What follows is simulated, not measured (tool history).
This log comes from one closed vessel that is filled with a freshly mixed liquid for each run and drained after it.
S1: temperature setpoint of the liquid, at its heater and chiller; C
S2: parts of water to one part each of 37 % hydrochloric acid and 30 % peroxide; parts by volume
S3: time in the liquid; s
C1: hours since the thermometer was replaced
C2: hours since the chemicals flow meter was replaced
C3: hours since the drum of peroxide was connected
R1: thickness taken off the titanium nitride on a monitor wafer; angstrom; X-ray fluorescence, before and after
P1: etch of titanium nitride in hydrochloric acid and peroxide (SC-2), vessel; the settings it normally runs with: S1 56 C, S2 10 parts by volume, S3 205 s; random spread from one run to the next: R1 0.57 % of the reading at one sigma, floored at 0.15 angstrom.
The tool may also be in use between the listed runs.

{"run": 1, "day": 0.308, "S1": 56, "S2": 10, "S3": 205, "C1": 1328.8, "C2": 258.1, "C3": 783.1, "R1": 77.463}
{"run": 2, "day": 0.546, "S1": 56, "S2": 10, "S3": 370, "C1": 1334.5, "C2": 263.8, "C3": 788.8, "R1": 141.03}
{"run": 3, "day": 0.762, "S1": 72, "S2": 10, "S3": 205, "C1": 1339.7, "C2": 269.0, "C3": 794.0, "R1": 209.23}
{"run": 4, "day": 0.925, "S1": 56, "S2": 10, "S3": 205, "C1": 1343.6, "C2": 272.9, "C3": 797.9, "R1": 77.981}
{"day": 0.967, "done": "new drum of peroxide connected"}
{"run": 5, "day": 1.175, "S1": 56, "S2": 16, "S3": 205, "C1": 1349.6, "C2": 278.9, "C3": 5.0, "R1": 51.728}
{"run": 6, "day": 1.504, "S1": 56, "S2": 4, "S3": 315, "C1": 1357.5, "C2": 286.8, "C3": 12.9, "R1": 239.39}
{"run": 7, "day": 1.721, "S1": 56, "S2": 4, "S3": 205, "C1": 1362.7, "C2": 292.0, "C3": 18.1, "R1": 155.2}
{"run": 8, "day": 1.888, "S1": 41, "S2": 10, "S3": 205, "C1": 1366.7, "C2": 296.0, "C3": 22.1, "R1": 28.288}
{"run": 9, "day": 2.083, "S1": 56, "S2": 10, "S3": 50, "C1": 1371.4, "C2": 300.7, "C3": 26.8, "R1": 18.958}
{"run": 10, "day": 2.258, "S1": 56, "S2": 10, "S3": 205, "C1": 1375.6, "C2": 304.9, "C3": 31.0, "R1": 77.909}

Run 11, settings as shown, results not yet in. Your forecast:
{"run": 11, "day": 2.588, "S1": 56, "S2": 10, "S3": 205, "C1": 1383.5, "C2": 312.8, "C3": 38.9, "R1": "?"}

{"run 11": {"R1": 78.984}}

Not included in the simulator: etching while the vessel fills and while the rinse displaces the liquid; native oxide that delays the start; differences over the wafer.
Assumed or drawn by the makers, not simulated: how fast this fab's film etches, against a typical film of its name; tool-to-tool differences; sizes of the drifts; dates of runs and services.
